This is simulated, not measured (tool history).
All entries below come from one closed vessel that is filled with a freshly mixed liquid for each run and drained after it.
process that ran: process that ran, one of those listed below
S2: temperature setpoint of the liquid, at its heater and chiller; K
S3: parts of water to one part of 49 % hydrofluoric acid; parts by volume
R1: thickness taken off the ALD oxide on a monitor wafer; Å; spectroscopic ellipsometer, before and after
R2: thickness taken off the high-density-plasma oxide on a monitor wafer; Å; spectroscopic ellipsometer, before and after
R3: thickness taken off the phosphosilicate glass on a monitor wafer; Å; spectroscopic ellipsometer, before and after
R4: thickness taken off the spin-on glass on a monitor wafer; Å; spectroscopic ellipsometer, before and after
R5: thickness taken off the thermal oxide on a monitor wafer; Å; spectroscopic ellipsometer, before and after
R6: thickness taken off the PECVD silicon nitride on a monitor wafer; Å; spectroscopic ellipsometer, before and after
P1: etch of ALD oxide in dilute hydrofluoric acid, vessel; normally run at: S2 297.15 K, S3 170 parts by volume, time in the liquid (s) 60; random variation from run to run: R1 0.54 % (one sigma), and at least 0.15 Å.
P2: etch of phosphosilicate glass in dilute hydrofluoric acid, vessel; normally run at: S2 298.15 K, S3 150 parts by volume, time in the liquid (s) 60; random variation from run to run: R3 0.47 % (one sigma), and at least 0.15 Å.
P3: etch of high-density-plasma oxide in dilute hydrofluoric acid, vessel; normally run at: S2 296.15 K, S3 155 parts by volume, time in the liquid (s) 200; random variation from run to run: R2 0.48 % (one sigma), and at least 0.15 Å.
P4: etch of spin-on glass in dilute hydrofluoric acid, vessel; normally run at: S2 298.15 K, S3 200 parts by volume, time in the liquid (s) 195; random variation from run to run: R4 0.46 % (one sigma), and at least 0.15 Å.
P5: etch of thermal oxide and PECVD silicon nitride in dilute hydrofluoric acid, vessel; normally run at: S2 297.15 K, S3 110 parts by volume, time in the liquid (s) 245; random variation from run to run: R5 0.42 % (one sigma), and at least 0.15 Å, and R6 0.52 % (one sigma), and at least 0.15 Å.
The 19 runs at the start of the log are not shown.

{"run": 20, "hour": 228.1, "process that ran": "P1", "S2": 297.15, "S3": 170, "time in the liquid (s)": 60, "R1": 94.204}
{"hour": 232.9, "done": "thermometer replaced"}
{"run": 21, "hour": 241.5, "process that ran": "P1", "S2": 300.65, "S3": 170, "time in the liquid (s)": 100, "R1": 181}
{"run": 22, "hour": 257.9, "process that ran": "P2", "S2": 298.15, "S3": 150, "time in the liquid (s)": 60, "R3": 410.55}
{"run": 23, "hour": 274.1, "process that ran": "P2", "S2": 298.15, "S3": 150, "time in the liquid (s)": 110, "R3": 751.65}
{"run": 24, "hour": 290.7, "process that ran": "P1", "S2": 297.15, "S3": 170, "time in the liquid (s)": 60, "R1": 94.888}
{"run": 25, "hour": 306.1, "process that ran": "P3", "S2": 290.15, "S3": 155, "time in the liquid (s)": 200, "R2": 98.574}
{"run": 26, "hour": 322.9, "process that ran": "P4", "S2": 298.15, "S3": 80, "time in the liquid (s)": 195, "R4": 1017.1}
{"run": 27, "hour": 336.6, "process that ran": "P1", "S2": 297.15, "S3": 290, "time in the liquid (s)": 60, "R1": 49.006}
{"run": 28, "hour": 351.0, "process that ran": "P1", "S2": 297.15, "S3": 170, "time in the liquid (s)": 60, "R1": 95.269}
{"run": 29, "hour": 358.7, "process that ran": "P5", "S2": 293.65, "S3": 110, "time in the liquid (s)": 245, "R5": 87.775, "R6": 36.289}
{"run": 30, "hour": 367.2, "process that ran": "P1", "S2": 290.15, "S3": 170, "time in the liquid (s)": 60, "R1": 72.468}
{"run": 31, "hour": 375.2, "process that ran": "P3", "S2": 296.15, "S3": 155, "time in the liquid (s)": 200, "R2": 125.98}
{"run": 32, "hour": 391.3, "process that ran": "P1", "S2": 297.15, "S3": 170, "time in the liquid (s)": 60, "R1": 94.264}
{"run": 33, "hour": 403.8, "process that ran": "P1", "S2": 297.15, "S3": 170, "time in the liquid (s)": 60, "R1": 95.11}
{"run": 34, "hour": 416.0, "process that ran": "P1", "S2": 297.15, "S3": 170, "time in the liquid (s)": 60, "R1": 92.708}
{"run": 35, "hour": 431.7, "process that ran": "P1", "S2": 297.15, "S3": 170, "time in the liquid (s)": 60, "R1": 91.256}
{"run": 36, "hour": 444.0, "process that ran": "P1", "S2": 297.15, "S3": 170, "time in the liquid (s)": 60, "R1": 91.108}
{"run": 37, "hour": 455.8, "process that ran": "P1", "S2": 297.15, "S3": 170, "time in the liquid (s)": 60, "R1": 89.267}

What does the tool deliver on the next run?
{"run": 38, "hour": 472.6, "process that ran": "P1", "S2": 297.15, "S3": 170, "time in the liquid (s)": 60, "R1": "?"}

R1: 89.829 Å
